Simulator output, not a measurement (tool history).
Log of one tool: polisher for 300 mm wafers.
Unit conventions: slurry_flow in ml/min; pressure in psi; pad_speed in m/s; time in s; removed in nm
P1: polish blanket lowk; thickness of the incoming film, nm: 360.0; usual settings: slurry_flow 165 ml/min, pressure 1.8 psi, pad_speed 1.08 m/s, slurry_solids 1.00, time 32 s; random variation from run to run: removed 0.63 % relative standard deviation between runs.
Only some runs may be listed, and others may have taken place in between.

run   hour  slurry_flow  pressure  pad_speed  slurry_solids  time  wafers polished on this pad  hours since the slurry nozzle was cleaned  hours since the head pressure was calibrated  hours since the slurry blender was calibrated  hours since the conditioning disc was replaced  removed
  1   10.0          165       1.8       1.08           1.00    32                          674                                      412.1                                         844.7                                          187.6                                           104.9  11.7510
  2   19.1          165       1.8       1.08           1.00    32                          807                                      421.2                                         853.8                                          196.7                                           114.0  11.7540
      23.5  -- conditioning disc replaced and pad reconditioned
  3   34.2          165       1.8       0.54           0.80    32                         1029                                      436.3                                         868.9                                          211.8                                            10.7   6.0447
  4   45.9          245       1.8       1.08           1.00    32                         1201                                      448.0                                         880.6                                          223.5                                            22.4  12.4150
      55.7  -- head pressure recalibrated
  5   61.5          100       1.8       1.08           1.00    32                         1431                                      463.6                                           5.9                                          239.1                                            38.0  10.6860
  6   69.8          165       1.8       1.08           0.55    32                         1553                                      471.9                                          14.2                                          247.4                                            46.3   8.6917
  7   76.5          165       1.8       1.08           1.00    14                         1651                                      478.6                                          20.9                                          254.1                                            53.0   5.0955
  8   88.4          165       1.8       1.08           1.00    32                         1826                                      490.5                                          32.8                                          266.0                                            64.9  11.8290
  9  100.3          165       1.8       1.08           1.45    32                         2001                                      502.4                                          44.7                                          277.9                                            76.8  13.4950
 10  113.3          165       0.8       1.08           1.00    32                         2193                                      515.4                                          57.7                                          290.9                                            89.8   5.2030
 11  128.2          100       1.8       1.54           1.00    32                         2412                                      530.3                                          72.6                                          305.8                                           104.7  14.1470
 12  136.1          165       1.8       1.54           1.45    32                         2528                                      538.2                                          80.5                                          313.7                                           112.6  18.3960
 13  150.9          165       2.7       1.08           1.00    32                         2746                                      553.0                                          95.3                                          328.5                                           127.4  17.5610
 14  160.8          165       1.8       1.08           1.00    45                         2891                                      562.9                                         105.2                                          338.4                                           137.3  16.3610
 15  175.5          165       1.8       1.08           1.00    32                         3107                                      577.6                                         119.9                                          353.1                                           152.0  11.7140
 16  190.2          165       1.8       0.58           1.00    32                         3324                                      592.3                                         134.6                                          367.8                                           166.7   7.1676
 17  205.6          165       1.8       1.64           1.00    32                         3550                                      607.7                                         150.0                                          383.2                                           182.1  16.5640
 18  215.0          165       1.8       1.08           1.00    32                         3688                                      617.1                                         159.4                                          392.6                                           191.5  11.7740
 19  229.1          165       1.8       1.08           1.00    32                         3896                                      631.2                                         173.5                                          406.7                                           205.6  11.9260
 20  244.1          165       1.8       1.08           1.00    32                         4116                                      646.2                                         188.5                                          421.7                                           220.6  11.3180
 21  250.8          165       1.8       1.08           1.00    32                         4215                                      652.9                                         195.2                                          428.4                                           227.3  11.0730
 22  261.9          165       1.8       1.08           1.00    32                         4378                                      664.0                                         206.3                                          439.5                                           238.4  10.9660
     267.6  -- worn pad replaced by a new one
     274.7  -- conditioning disc replaced and pad reconditioned
 23  277.2          165       1.8       1.08           1.00    32                          141                                      679.3                                         221.6                                          454.8                                             2.5  10.8920
     284.7  -- head pressure recalibrated
 24  290.0          165       1.8       1.08           1.00    32                          329                                      692.1                                           5.4                                          467.6                                            15.3  10.9170
 25  301.6          165       1.8       1.08           1.00    32                          500                                      703.7                                          17.0                                          479.2                                            26.9  10.6780
 26  309.6          165       1.8       1.08           1.00    32                          617                                      711.7                                          25.0                                          487.2                                            34.9  10.7850
 27  324.6          165       1.8       1.08           1.00    32                          838                                      726.7                                          40.0                                          502.2                                            49.9  10.7170

What P1 gives has crept off from where it sat before. The 2 causes that follow fit the log equally well, each at the size noted:
A: abrasive missing from the slurry, % = 17.9
B: slurry flow missing at the pad, % = 37.7
The onset of the drift is placed at about hour 229.1.
Ruled out, with reasons:
removal rate lost through wear of the pad, %: serviced at hour 267.6, after the drift had started, without restoring the earlier output
head's pressure below its setpoint, %: serviced at hour 284.7, after the drift had started, without restoring the earlier output
time polished since the conditioner stopped cutting, s: serviced at hour 274.7, after the drift had started, without restoring the earlier output

Listed below are the offered check runs, one wafer per run, with question marks in place of results. For which of them would the causes give clearly different outcomes?
check 1  339.6          165       2.6       1.08           1.00    15                                                                                                                                                                                                                             ?
check 2  339.6          110       1.8       1.08           0.55    32                                                                                                                                                                                                                             ?
check 3  339.6          215       1.8       1.08           1.40    32                                                                                                                                                                                                                             ?
check 4  339.6          100       1.8       1.08           1.00    39                                                                                                                                                                                                                             ?

Check results expected under each cause:
  check   result     if A     if B
check 1  removed   7.2368   7.2340
check 2  removed   6.9960   6.9097
check 3  removed  12.9630  13.0120
check 4  removed  11.7660  11.1610
Smallest distance between any two causes, each pair judged by its most separating result, in per cent: check 1 0.04 %; check 2 1.24 %; check 3 0.38 %; check 4 5.28 %
The causes can be told apart only by check 4. The other checks would give nearly the same results under each of them.

After running check 4, the following was obtained: removed 11.8800 nm. Which cause does this point to?

It is A: abrasive missing from the slurry, %.
